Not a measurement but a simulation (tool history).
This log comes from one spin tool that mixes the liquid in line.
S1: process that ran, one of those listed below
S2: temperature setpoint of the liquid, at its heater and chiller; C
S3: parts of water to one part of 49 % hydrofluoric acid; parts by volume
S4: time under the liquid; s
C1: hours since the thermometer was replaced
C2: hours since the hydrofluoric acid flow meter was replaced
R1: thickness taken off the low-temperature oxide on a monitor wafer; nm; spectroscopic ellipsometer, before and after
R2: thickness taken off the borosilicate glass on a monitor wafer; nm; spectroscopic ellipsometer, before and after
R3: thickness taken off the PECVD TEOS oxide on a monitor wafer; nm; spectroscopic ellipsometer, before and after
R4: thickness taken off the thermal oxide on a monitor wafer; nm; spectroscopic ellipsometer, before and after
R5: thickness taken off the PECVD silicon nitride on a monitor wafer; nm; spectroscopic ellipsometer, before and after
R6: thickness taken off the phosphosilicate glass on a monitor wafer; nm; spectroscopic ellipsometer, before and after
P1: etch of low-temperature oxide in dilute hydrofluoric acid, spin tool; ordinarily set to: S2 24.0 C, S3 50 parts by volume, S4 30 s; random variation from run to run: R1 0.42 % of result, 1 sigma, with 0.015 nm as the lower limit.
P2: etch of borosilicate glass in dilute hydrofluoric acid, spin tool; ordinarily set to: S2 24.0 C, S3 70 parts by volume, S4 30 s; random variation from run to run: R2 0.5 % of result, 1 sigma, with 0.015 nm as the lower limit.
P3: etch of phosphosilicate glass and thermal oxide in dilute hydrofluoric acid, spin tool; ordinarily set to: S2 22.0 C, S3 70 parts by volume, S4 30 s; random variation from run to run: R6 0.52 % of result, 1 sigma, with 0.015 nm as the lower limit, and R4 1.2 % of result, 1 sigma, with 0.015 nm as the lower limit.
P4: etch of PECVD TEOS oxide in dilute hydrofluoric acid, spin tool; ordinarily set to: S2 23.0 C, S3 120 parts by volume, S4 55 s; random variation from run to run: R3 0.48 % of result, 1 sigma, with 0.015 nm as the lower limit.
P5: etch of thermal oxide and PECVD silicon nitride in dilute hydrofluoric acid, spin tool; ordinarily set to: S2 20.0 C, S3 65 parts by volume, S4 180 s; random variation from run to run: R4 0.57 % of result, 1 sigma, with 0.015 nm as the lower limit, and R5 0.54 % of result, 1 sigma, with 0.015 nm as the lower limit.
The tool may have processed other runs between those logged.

run	hour	S1	S2	S3	S4	C1	C2	R1	R2	R3	R4	R5	R6
1	9.0	P1	24.0	50	30	1841.9	1134.7	6.6262					
2	26.6	P2	24.0	20	30	1859.5	1152.3		43.9230				
3	35.3	P4	27.0	120	55	1868.2	1161.0			7.1594			
4	51.4	P1	17.0	50	30	1884.3	1177.1	4.9203					
5	61.1	P2	24.0	70	30	1894.0	1186.8		11.6200				
6	70.3	P1	29.0	50	30	1903.2	1196.0	8.1212					
7	79.6	P1	24.0	25	30	1912.5	1205.3	13.6920					
8	96.3	P5	26.5	65	180	1929.2	1222.0				15.1080	11.1700	
9	105.0	P4	23.0	120	55	1937.9	1230.7			6.0966			
10	116.6	P4	23.0	170	55	1949.5	1242.3			4.0745			
11	128.4	P5	20.0	65	75	1961.3	1254.1				4.8549	3.0190	
12	141.9	P2	19.5	70	30	1974.8	1267.6		9.7105				
13	155.6	P4	23.0	120	55	1988.5	1281.3			6.1102			
14	163.8	P5	20.0	65	180	1996.7	1289.5				11.5410	7.3182	
15	175.6	P3	22.0	70	60	2008.5	1301.3				3.6651		166.870
16	184.4	P1	17.0	30	30	2017.3	1310.1	8.4091					
17	192.9	P1	24.0	50	45	2025.8	1318.6	9.9184					
18	210.8	P1	24.0	50	30	2043.7	1336.5	6.6172					
19	219.4	P1	24.0	90	30	2052.3	1345.1	3.4467					
20	232.0	P1	24.0	50	30	2064.9	1357.7	6.6392					
21	246.5	P3	22.0	40	30	2079.4	1372.2				3.3253		153.070
22	256.1	P4	23.0	120	25	2089.0	1381.8			2.7873			
23	268.0	P5	20.0	35	180	2100.9	1393.7				22.5420	13.2770	
24	280.7	P2	24.0	70	15	2113.6	1406.4		5.8069				
25	290.9	P2	24.0	70	30	2123.8	1416.6		11.6470				
26	305.6	P1	24.0	50	15	2138.5	1431.3	3.3144					
27	316.5	P3	22.0	70	30	2149.4	1442.2				1.8000		83.198
28	330.3	P3	22.0	70	30	2163.2	1456.0				1.7819		84.319
29	345.0	P1	17.0	85	30	2177.9	1470.7	2.7930					
30	355.4	P1	24.0	50	30	2188.3	1481.1	6.6142					
31	366.4	P3	17.5	70	30	2199.3	1492.1				1.5539		69.323
32	377.4	P1	24.0	50	30	2210.3	1503.1	6.6292					
33	389.2	P1	24.0	50	30	2222.1	1514.9	6.4845					
34	398.4	P1	24.0	50	30	2231.3	1524.1	6.3180					
35	412.7	P1	24.0	50	30	2245.6	1538.4	6.2450					
36	427.6	P1	24.0	50	30	2260.5	1553.3	6.2328					
37	445.0	P1	24.0	50	30	2277.9	1570.7	6.1907					
38	459.5	P1	24.0	50	30	2292.4	1585.2	6.1499					
39	474.9	P1	24.0	50	30	2307.8	1600.6	6.1520					
40	486.9	P1	24.0	50	30	2319.8	1612.6	6.1743					

Something has made what P1 gives creep away from where it was; the 2 causes below, each at its own stated size, fit the log equally well:
A: liquid colder than its thermometer reads (K) = 1.92
B: hydrofluoric acid flow below the setpoint (%) = 7.18
At approximately hour 377.4, the process output began to creep.

The check runs listed below each take one wafer, and their results are still question marks. Under which run would the listed causes lead to clearly different results?
check 1	498.9	P3	22.0	70	30						?		?
check 2	498.9	P4	23.0	120	55					?			
check 3	498.9	P2	24.0	70	30				?				
check 4	498.9	P5	20.0	65	180						?	?	

Outcome of each check run for each possible cause:
check	result	if A	if B
check 1	R4	1.7023	1.7001
check 1	R6	76.903	76.802
check 2	R3	5.6741	5.6242
check 3	R2	10.7900	10.7580
check 4	R4	10.7440	10.7540
check 4	R5	6.3495	6.7479
Distance between the nearest two causes, measured in the result of the check that separates them most: check 1 0.13 %; check 2 0.88 %; check 3 0.3 %; check 4 6.09 %
Of the check runs offered, only check 4 discriminates between the causes; the rest would read about the same regardless of which cause applies.

Here is what check 4 returned: R4 10.7450 nm; R5 6.3484 nm. Which cause is it?

The correct cause is A, namely: liquid colder than its thermometer reads (K).
